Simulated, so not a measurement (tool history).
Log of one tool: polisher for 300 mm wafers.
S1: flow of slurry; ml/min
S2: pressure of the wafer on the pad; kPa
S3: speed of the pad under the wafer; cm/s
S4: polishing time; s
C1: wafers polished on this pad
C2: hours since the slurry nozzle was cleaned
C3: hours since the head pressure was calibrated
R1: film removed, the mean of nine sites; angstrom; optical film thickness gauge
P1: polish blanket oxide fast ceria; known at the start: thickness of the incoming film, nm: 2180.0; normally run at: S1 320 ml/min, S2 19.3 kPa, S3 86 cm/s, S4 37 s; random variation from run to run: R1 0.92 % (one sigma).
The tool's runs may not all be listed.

run	hour	S1	S2	S3	S4	C1	C2	C3	R1
1	3.6	320	19.3	86	37	318	273.6	401.9	5287.1
2	10.5	320	19.3	86	37	367	280.5	408.8	5311.4
3	14.0	320	19.3	86	17	391	284.0	412.3	2426.7
4	21.1	320	9.0	86	37	441	291.1	419.4	2428.5
5	27.4	320	19.3	86	54	486	297.4	425.7	7802.5
6	33.7	320	19.3	86	37	530	303.7	432.0	5287.0
# hour 37.1: head pressure recalibrated
7	38.8	320	28.3	114	37	566	308.8	1.8	10378.0
8	43.1	210	19.3	86	52	597	313.1	6.1	7186.5
9	47.9	320	19.3	38	37	630	317.9	10.9	2384.5
10	54.4	320	31.0	86	37	676	324.4	17.4	8475.2
11	59.6	190	19.3	86	37	713	329.6	22.6	4994.6
12	63.9	320	24.8	48	37	743	333.9	26.9	3869.3
13	68.4	320	19.3	86	37	775	338.4	31.4	5314.7
14	76.2	320	19.3	86	37	830	346.2	39.2	5343.5
15	81.1	320	19.3	122	37	865	351.1	44.1	7572.1
16	85.2	320	19.3	86	37	894	355.2	48.2	5274.4
17	90.0	435	19.3	86	37	927	360.0	53.0	5399.9
18	94.0	320	19.3	86	37	956	364.0	57.0	5322.1
19	101.9	320	19.3	86	37	1011	371.9	64.9	5191.9
20	109.9	320	19.3	86	37	1068	379.9	72.9	5193.8
21	115.8	320	19.3	86	37	1109	385.8	78.8	5183.2
22	120.9	320	19.3	86	37	1145	390.9	83.9	5082.2

The next listed run, before its measurement:
23	125.2	320	19.3	86	37	1176	395.2	88.2	?

Run 23 gave R1 5164.9 angstrom.

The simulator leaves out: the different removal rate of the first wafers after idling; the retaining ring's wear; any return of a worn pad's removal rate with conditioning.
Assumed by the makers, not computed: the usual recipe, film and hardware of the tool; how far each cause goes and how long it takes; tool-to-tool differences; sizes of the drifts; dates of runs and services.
